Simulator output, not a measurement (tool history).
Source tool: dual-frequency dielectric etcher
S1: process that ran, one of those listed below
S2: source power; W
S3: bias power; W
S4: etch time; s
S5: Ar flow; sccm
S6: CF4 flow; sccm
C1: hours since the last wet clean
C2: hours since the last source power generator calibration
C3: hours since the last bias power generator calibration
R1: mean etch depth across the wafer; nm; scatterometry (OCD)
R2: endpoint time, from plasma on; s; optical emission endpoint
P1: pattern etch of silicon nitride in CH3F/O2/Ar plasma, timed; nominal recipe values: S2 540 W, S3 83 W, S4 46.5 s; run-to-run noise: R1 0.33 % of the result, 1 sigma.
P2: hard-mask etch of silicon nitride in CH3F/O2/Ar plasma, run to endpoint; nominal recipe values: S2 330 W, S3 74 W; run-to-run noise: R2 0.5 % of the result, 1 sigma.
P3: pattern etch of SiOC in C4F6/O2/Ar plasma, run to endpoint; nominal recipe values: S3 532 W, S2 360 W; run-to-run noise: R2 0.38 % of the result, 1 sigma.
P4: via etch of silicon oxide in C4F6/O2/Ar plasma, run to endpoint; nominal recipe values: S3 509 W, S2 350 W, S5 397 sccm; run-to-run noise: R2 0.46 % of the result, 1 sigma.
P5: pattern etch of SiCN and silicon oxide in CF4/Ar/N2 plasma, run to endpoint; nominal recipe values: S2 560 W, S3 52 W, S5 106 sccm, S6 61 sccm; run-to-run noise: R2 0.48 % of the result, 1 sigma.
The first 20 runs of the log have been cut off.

run,hour,S1,S2,S3,S4,S5,S6,C1,C2,C3,R1,R2
21,144.3,P4,350,509,,490,,365.6,2657.5,723.3,,31.109
22,154.1,P2,330,74,,,,375.4,2667.3,733.1,,54.098
23,159.5,P1,540,83,46.5,,,380.8,2672.7,738.5,38.477,
24,166.3,P5,560,69,,106,61,387.6,2679.5,745.3,,15.382
25,171.8,P3,360,532,,,,393.1,2685,750.8,,11.169
26,179.8,P5,560,52,,128,61,401.1,2693,758.8,,17.519
27,185,P1,540,83,69.5,,,406.3,2698.2,764,57.066,
28,194.7,P2,330,74,,,,416,2707.9,773.7,,54.122
29,201.9,P1,440,83,34,,,423.2,2715.1,780.9,25.815,
30,206.6,P4,350,368,,397,,427.9,2719.8,785.6,,34.638
31,213.7,P1,540,83,46.5,,,435,2726.9,792.7,38.206,
32,218.6,P1,540,83,46.5,,,439.9,2731.8,797.6,37.935,

What will run 33 give?
33,224.3,P1,540,83,46.5,,,445.6,2737.5,803.3,?,

{"run 33": {"R1": 37.768}}

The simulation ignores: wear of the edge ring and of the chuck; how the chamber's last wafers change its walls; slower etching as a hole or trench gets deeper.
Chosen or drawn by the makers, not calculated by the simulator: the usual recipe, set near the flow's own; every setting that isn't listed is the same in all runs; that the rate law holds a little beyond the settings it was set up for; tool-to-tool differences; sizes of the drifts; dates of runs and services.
